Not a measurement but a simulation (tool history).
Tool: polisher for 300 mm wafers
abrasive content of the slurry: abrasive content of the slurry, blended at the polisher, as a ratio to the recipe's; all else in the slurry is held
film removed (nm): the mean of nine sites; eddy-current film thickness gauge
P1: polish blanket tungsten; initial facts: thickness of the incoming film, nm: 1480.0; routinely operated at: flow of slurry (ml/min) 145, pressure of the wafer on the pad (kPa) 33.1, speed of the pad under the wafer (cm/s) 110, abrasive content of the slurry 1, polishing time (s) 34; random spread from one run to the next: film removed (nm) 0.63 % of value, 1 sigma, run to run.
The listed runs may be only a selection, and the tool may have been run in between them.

run	hour	flow of slurry (ml/min)	pressure of the wafer on the pad (kPa)	speed of the pad under the wafer (cm/s)	abrasive content of the slurry	polishing time (s)	wafers polished on this pad	hours since the slurry nozzle was cleaned	hours since the head pressure was calibrated	hours since the slurry blender was calibrated	hours since the slurry got fresh peroxide	film removed (nm)
1	5.7	145	33.1	110	1	34	327	142.9	275.1	154.3	34.4	185.77
2	11.2	190	33.1	110	0.8	34	375	148.4	280.6	159.8	39.9	180.59
3	14.8	145	33.1	110	0.6	47	406	152	284.2	163.4	43.5	228.91
4	19.5	145	33.1	138	1	34	447	156.7	288.9	168.1	48.2	232.59
5	23.8	145	33.1	54	1	34	485	161	293.2	172.4	52.5	91.323
6	26.3	145	33.1	110	1	34	506	163.5	295.7	174.9	55	185.18
7	29.8	85	33.1	110	1	34	537	167	299.2	178.4	58.5	162.72
8	34.8	145	33.1	110	0.7	34	580	172	304.2	183.4	63.5	169.89
# hour 37.4: slurry blender recalibrated
9	38.2	145	33.1	110	1	34	610	175.4	307.6	0.8	66.9	184.45
10	41.5	145	33.1	110	1	34	639	178.7	310.9	4.1	70.2	184.7
11	47.2	145	33.1	110	1.5	34	688	184.4	316.6	9.8	75.9	204.16
# hour 49.9: slurry tank refilled with fresh slurry and peroxide
12	50.5	145	33.1	110	1	15	717	187.7	319.9	13.1	0.6	81.163
13	54	145	17.9	110	1	34	747	191.2	323.4	16.6	4.1	99.772
14	57.1	145	51.7	110	1	34	774	194.3	326.5	19.7	7.2	286.87
15	61.5	145	33.1	110	1	52	813	198.7	330.9	24.1	11.6	282.84
16	65.5	145	33.1	110	1	34	847	202.7	334.9	28.1	15.6	185.46
17	71.3	100	33.1	110	1	51	898	208.5	340.7	33.9	21.4	256.37
18	74.3	145	33.1	110	1	34	924	211.5	343.7	36.9	24.4	186.12
19	80	225	33.1	110	1	34	974	217.2	349.4	42.6	30.1	196.29
20	85.4	145	33.1	110	1	34	1021	222.6	354.8	48	35.5	184.33
21	91.1	145	33.1	110	1	34	1070	228.3	360.5	53.7	41.2	177.7
22	93.8	145	33.1	110	1	34	1094	231	363.2	56.4	43.9	174.28

Predict the results of run 23:
23	96.9	145	33.1	110	1	34	1121	234.1	366.3	59.5	47	?

film removed (nm): 172.2
